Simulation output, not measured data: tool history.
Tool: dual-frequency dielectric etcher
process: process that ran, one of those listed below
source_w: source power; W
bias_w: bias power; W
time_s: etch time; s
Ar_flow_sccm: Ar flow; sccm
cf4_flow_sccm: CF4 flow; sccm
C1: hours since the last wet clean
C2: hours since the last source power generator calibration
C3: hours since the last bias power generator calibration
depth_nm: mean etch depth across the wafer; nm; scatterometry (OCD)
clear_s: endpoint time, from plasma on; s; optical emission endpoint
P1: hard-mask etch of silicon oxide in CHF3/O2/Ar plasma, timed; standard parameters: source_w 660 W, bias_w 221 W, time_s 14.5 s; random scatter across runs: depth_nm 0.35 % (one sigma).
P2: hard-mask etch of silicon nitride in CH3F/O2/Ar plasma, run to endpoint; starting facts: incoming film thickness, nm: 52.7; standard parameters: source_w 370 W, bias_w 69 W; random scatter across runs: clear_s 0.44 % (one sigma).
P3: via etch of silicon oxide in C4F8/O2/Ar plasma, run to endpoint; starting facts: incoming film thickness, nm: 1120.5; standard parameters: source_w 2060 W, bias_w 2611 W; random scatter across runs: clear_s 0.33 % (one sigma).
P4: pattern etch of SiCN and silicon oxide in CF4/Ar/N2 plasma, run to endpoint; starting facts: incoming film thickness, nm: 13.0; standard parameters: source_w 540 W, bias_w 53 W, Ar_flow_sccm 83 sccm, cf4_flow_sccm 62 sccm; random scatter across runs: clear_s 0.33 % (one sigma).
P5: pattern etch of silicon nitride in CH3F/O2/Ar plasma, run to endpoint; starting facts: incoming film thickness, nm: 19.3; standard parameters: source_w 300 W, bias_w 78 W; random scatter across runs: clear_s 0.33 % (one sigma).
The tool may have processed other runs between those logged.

run 1 hour=7.1 | process=P1 source_w=660 bias_w=221 time_s=14.5 | C1=472.9 C2=961.8 C3=499.7 | depth_nm=31.182
run 2 hour=13.6 | process=P4 source_w=540 bias_w=53 Ar_flow_sccm=114 cf4_flow_sccm=62 | C1=479.4 C2=968.3 C3=506.2 | clear_s=14.578
run 3 hour=21.8 | process=P1 source_w=440 bias_w=303 time_s=14.5 | C1=487.6 C2=976.5 C3=514.4 | depth_nm=30.182
run 4 hour=29.9 | process=P1 source_w=660 bias_w=221 time_s=8 | C1=495.7 C2=984.6 C3=522.5 | depth_nm=17.382
run 5 hour=38.6 | process=P5 source_w=300 bias_w=111 | C1=504.4 C2=993.3 C3=531.2 | clear_s=27.199
run 6 hour=49.1 | process=P4 source_w=540 bias_w=53 Ar_flow_sccm=83 cf4_flow_sccm=62 | C1=514.9 C2=1003.8 C3=541.7 | clear_s=13.778
run 7 hour=55.1 | process=P1 source_w=660 bias_w=221 time_s=14.5 | C1=520.9 C2=1009.8 C3=547.7 | depth_nm=31.178
run 8 hour=65.3 | process=P5 source_w=300 bias_w=78 | C1=531.1 C2=1020 C3=557.9 | clear_s=30.914
run 9 hour=75.3 | process=P2 source_w=370 bias_w=97 | C1=541.1 C2=1030 C3=567.9 | clear_s=70.342
run 10 hour=84.2 | process=P4 source_w=760 bias_w=53 Ar_flow_sccm=83 cf4_flow_sccm=62 | C1=550 C2=1038.9 C3=576.8 | clear_s=10.219
run 11 hour=94.4 | process=P1 source_w=660 bias_w=221 time_s=20 | C1=560.2 C2=1049.1 C3=587 | depth_nm=43.185
run 12 hour=100.9 | process=P4 source_w=540 bias_w=53 Ar_flow_sccm=83 cf4_flow_sccm=85 | C1=566.7 C2=1055.6 C3=593.5 | clear_s=13.066
run 13 hour=111.1 | process=P3 source_w=1530 bias_w=2611 | C1=576.9 C2=1065.8 C3=603.7 | clear_s=227.39
run 14 hour=118.9 | process=P3 source_w=2060 bias_w=1705 | C1=584.7 C2=1073.6 C3=611.5 | clear_s=228.18
run 15 hour=127.9 | process=P4 source_w=540 bias_w=66 Ar_flow_sccm=83 cf4_flow_sccm=62 | C1=593.7 C2=1082.6 C3=620.5 | clear_s=12.861
run 16 hour=138.8 | process=P2 source_w=370 bias_w=69 | C1=604.6 C2=1093.5 C3=631.4 | clear_s=78.701
run 17 hour=143.6 | process=P1 source_w=660 bias_w=221 time_s=14.5 | C1=609.4 C2=1098.3 C3=636.2 | depth_nm=31.246
run 18 hour=150.7 | process=P1 source_w=400 bias_w=221 time_s=14.5 | C1=616.5 C2=1105.4 C3=643.3 | depth_nm=26.027
-- hour=154 bias power generator calibrated
run 19 hour=159.9 | process=P1 source_w=660 bias_w=306 time_s=8 | C1=625.7 C2=1114.6 C3=5.9 | depth_nm=19.433
run 20 hour=169.1 | process=P1 source_w=660 bias_w=175 time_s=14.5 | C1=634.9 C2=1123.8 C3=15.1 | depth_nm=28.862
run 21 hour=174.2 | process=P1 source_w=660 bias_w=301 time_s=14.5 | C1=640 C2=1128.9 C3=20.2 | depth_nm=35.089
run 22 hour=179.2 | process=P2 source_w=230 bias_w=69 | C1=645 C2=1133.9 C3=25.2 | clear_s=94.659
run 23 hour=187.7 | process=P3 source_w=2060 bias_w=2611 | C1=653.5 C2=1142.4 C3=33.7 | clear_s=201.17
run 24 hour=195.7 | process=P4 source_w=540 bias_w=53 Ar_flow_sccm=83 cf4_flow_sccm=62 | C1=661.5 C2=1150.4 C3=41.7 | clear_s=13.781
run 25 hour=206.5 | process=P5 source_w=170 bias_w=78 | C1=672.3 C2=1161.2 C3=52.5 | clear_s=38.108
run 26 hour=212.1 | process=P1 source_w=660 bias_w=137 time_s=11 | C1=677.9 C2=1166.8 C3=58.1 | depth_nm=20.228
run 27 hour=220.4 | process=P1 source_w=890 bias_w=221 time_s=14.5 | C1=686.2 C2=1175.1 C3=66.4 | depth_nm=35.092
run 28 hour=228.3 | process=P1 source_w=660 bias_w=221 time_s=14.5 | C1=694.1 C2=1183 C3=74.3 | depth_nm=31.246
run 29 hour=236.1 | process=P1 source_w=660 bias_w=221 time_s=14.5 | C1=701.9 C2=1190.8 C3=82.1 | depth_nm=31.367
run 30 hour=246.9 | process=P1 source_w=660 bias_w=221 time_s=14.5 | C1=712.7 C2=1201.6 C3=92.9 | depth_nm=31.088
run 31 hour=256.1 | process=P1 source_w=660 bias_w=221 time_s=14.5 | C1=721.9 C2=1210.8 C3=102.1 | depth_nm=30.954
run 32 hour=264.7 | process=P1 source_w=660 bias_w=221 time_s=14.5 | C1=730.5 C2=1219.4 C3=110.7 | depth_nm=30.957
-- hour=274 wet clean of the chamber
run 33 hour=274.1 | process=P1 source_w=660 bias_w=221 time_s=14.5 | C1=0.2 C2=1228.8 C3=120.1 | depth_nm=30.962
run 34 hour=284 | process=P1 source_w=660 bias_w=221 time_s=14.5 | C1=10.1 C2=1238.7 C3=130 | depth_nm=31.033
run 35 hour=290.3 | process=P1 source_w=660 bias_w=221 time_s=14.5 | C1=16.4 C2=1245 C3=136.3 | depth_nm=30.719
run 36 hour=296.7 | process=P1 source_w=660 bias_w=221 time_s=14.5 | C1=22.8 C2=1251.4 C3=142.7 | depth_nm=30.598
run 37 hour=303.9 | process=P1 source_w=660 bias_w=221 time_s=14.5 | C1=30 C2=1258.6 C3=149.9 | depth_nm=31.008
run 38 hour=309.1 | process=P1 source_w=660 bias_w=221 time_s=14.5 | C1=35.2 C2=1263.8 C3=155.1 | depth_nm=30.603
run 39 hour=319.8 | process=P1 source_w=660 bias_w=221 time_s=14.5 | C1=45.9 C2=1274.5 C3=165.8 | depth_nm=30.869

What P1 gives has crept away from where it was. These 2 causes fit the log equally well, each at the size given:
A: source power that arrives under what is set, % = 4.56
B: bias power that arrives under what is set, % = 4.98
The gradual shift began around hour 236.1.
Why every other cause is out:
chamber walls in a state that lowers the etch rate, %: serviced after onset, at hour 274, with no recovery of the prior output

4 check runs are offered, one wafer each, their results left as question marks. Which one tells the causes apart?
run check 1 hour=330.5 | process=P3 source_w=2060 bias_w=2132 | clear_s=?
run check 2 hour=330.5 | process=P4 source_w=680 bias_w=53 Ar_flow_sccm=83 cf4_flow_sccm=62 | clear_s=?
run check 3 hour=330.5 | process=P5 source_w=300 bias_w=104 | clear_s=?
run check 4 hour=330.5 | process=P2 source_w=370 bias_w=88 | clear_s=?

How each check would come out, cause by cause:
check=check_1 result=clear_s if_A=217.68 if_B=216.83
check=check_2 result=clear_s if_A=11.701 if_B=11.394
check=check_3 result=clear_s if_A=28.219 if_B=28.273
check=check_4 result=clear_s if_A=73.996 if_B=74.057
Per check, the gap between the least separated pair of causes, taken in the result that splits them most: check 1 0.39 %; check 2 2.66 %; check 3 0.19 %; check 4 0.08 %
Of the check runs offered, only check 2 discriminates between the causes; the rest would read about the same regardless of which cause applies.

Check 2 has now been run. It gave: clear_s 11.755 s. Which of the candidate causes is it?

The correct cause is A, namely: source power that arrives under what is set, %.
